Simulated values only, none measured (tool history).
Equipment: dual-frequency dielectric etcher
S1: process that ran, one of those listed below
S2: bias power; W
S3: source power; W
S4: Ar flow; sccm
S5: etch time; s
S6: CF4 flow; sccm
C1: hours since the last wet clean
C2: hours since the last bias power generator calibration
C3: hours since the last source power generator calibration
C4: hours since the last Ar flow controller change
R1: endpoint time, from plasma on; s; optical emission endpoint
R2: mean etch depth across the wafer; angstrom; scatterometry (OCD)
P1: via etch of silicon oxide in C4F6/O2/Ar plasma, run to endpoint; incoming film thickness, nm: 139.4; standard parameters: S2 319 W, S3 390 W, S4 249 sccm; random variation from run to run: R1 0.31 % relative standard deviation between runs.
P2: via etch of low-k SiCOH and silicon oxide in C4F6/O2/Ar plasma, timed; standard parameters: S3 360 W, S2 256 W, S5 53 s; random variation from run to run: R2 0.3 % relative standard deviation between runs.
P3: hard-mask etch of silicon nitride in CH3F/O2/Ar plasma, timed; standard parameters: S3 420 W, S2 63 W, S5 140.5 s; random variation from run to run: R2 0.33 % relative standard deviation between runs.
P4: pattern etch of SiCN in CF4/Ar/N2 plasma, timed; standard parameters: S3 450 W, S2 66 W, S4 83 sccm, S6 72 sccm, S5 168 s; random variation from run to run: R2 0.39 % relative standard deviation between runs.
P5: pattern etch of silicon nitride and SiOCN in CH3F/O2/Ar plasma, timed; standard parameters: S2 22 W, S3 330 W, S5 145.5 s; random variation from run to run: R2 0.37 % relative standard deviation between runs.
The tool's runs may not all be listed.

run   hour  S1   S2   S3   S4     S5  S6     C1     C2      C3      C4      R1      R2
  1    5.7  P1  319  390  249             328.3  866.9  2102.2  1559.1  35.096
  2   13.7  P2  256  280          53      336.3  874.9  2110.2  1567.1          1438.4
  3   22.6  P1  319  290  172             345.2  883.8  2119.1    1576  37.487
  4   33.3  P3   63  420       200.5      355.9  894.5  2129.8  1586.7          1356.7
  5   44.8  P1  319  390  179             367.4    906  2141.3  1598.2  33.699
  6     51  P1  199  390  249             373.6  912.2  2147.5  1604.4  40.936
  7   58.1  P4   66  450   83    168  72  380.7  919.3  2154.6  1611.5          1447.8
  8   63.8  P1  319  390  249             386.4    925  2160.3  1617.2   35.13
  9   75.7  P5   30  330       145.5      398.3  936.9  2172.2  1629.1          210.36
 10   86.6  P4   66  450   49    168  72  409.2  947.8  2183.1    1640          1543.4
 11   96.9  P1  319  480  249             419.5  958.1  2193.4  1650.3  32.318
 12  107.7  P1  200  390  292             430.3  968.9  2204.2  1661.1  41.786
 13  118.1  P3   63  420       140.5      440.7  979.3  2214.6  1671.5          953.16
     124.1  -- bias power generator calibrated
 14    128  P3   81  420       140.5      450.6      4  2224.5  1681.4          1039.4
 15  135.6  P5   22  330         214      458.2   11.6  2232.1    1689          267.82
 16  147.1  P1  319  240  249             469.7   23.1  2243.6  1700.5  42.032
 17  157.4  P1  319  390  249               480   33.4  2253.9  1710.8  35.077
 18  167.4  P2  256  360          53        490   43.4  2263.9  1720.8          1574.9
 19  174.1  P2  192  360          53      496.7   50.1  2270.6  1727.5          1427.7
 20  179.8  P4   66  450   83    168  94  502.4   55.8  2276.3  1733.2          1491.1
 21  187.9  P3   63  420       140.5      510.5   63.9  2284.4  1741.3           955.8
 22  196.3  P1  319  540  164             518.9   72.3  2292.8  1749.7  29.511
 23  204.2  P1  319  390  249             526.8   80.2  2300.7  1757.6  35.115
 24  211.3  P4   66  270   83    168  72  533.9   87.3  2307.8  1764.7          915.33
 25    217  P5   22  330       145.5      539.6     93  2313.5  1770.4          182.23
 26  226.4  P4   66  450   83    237  72    549  102.4  2322.9  1779.8          2040.9
 27  234.8  P4   84  450   83    168  72  557.4  110.8  2331.3  1788.2          1562.4
 28  245.3  P5   22  420       145.5      567.9  121.3  2341.8  1798.7          198.61
 29  257.5  P1  416  390  249             580.1  133.5    2354  1810.9  32.023
 30  266.2  P1  319  390  350             588.8  142.2  2362.7  1819.6  36.402
 31  273.9  P3   63  590       140.5      596.5  149.9  2370.4  1827.3            1088
 32  286.3  P2  256  360          71      608.9  162.3  2382.8  1839.7          2128.3
 33  293.6  P1  319  390  249             616.2  169.6  2390.1    1847  35.159
 34  304.4  P1  319  390  249               627  180.4  2400.9  1857.8  34.754
 35  313.2  P1  319  390  249             635.8  189.2  2409.7  1866.6  34.634
 36  326.1  P1  319  390  249             648.7  202.1  2422.6  1879.5  34.788
 37  338.1  P1  319  390  249             660.7  214.1  2434.6  1891.5  34.556
     346.2  -- Ar flow controller replaced
     346.8  -- wet clean of the chamber
 38    351  P1  319  390  249               4.3    227  2447.5     4.8  34.454
 39  360.7  P1  319  390  249                14  236.7  2457.2    14.5  34.563
 40  372.4  P1  319  390  249              25.7  248.4  2468.9    26.2  34.613

Something has made what P1 gives creep away from where it was; the 2 causes below, each at its own stated size, fit the log equally well:
A: source power that arrives over what is set, % = 4.19
B: bias power that arrives over what is set, % = 4.52
The creep began at about hour 293.6.
What rules out each remaining cause:
chamber walls in a state that raises the etch rate, %: serviced after onset, at hour 346.8, with no recovery of the prior output
Ar flow that arrives under what is set, %: serviced after onset, at hour 346.2, with no recovery of the prior output

Consider the 4 check runs below, whose results appear as question marks and each of which averages 2 wafers. Which one distinguishes the causes, in that each cause would give it a clearly different result?
check 1  384.1  P3   63  420      140.5                           ?
check 2  384.1  P5   22  330      145.5                           ?
check 3  384.1  P2  256  360         53                           ?
check 4  384.1  P4   66  450  83    168  72                       ?

Predicted outcomes, by check and by cause:
  check  result    if A    if B
check 1      R2  968.85  967.87
check 2      R2   184.9  185.98
check 3      R2  1605.5  1604.7
check 4      R2  1494.8  1462.8
Per check, the gap between the least separated pair of causes, taken in the result that splits them most: check 1 0.1 %; check 2 0.58 %; check 3 0.05 %; check 4 2.17 %
The other checks would show nearly matching results whichever cause is true, so check 4 is the only one that separates the causes.

The results of check 4 are: R2 1494.1 angstrom. Based on these, which of the listed causes is it?

A is the cause: source power that arrives over what is set, %.
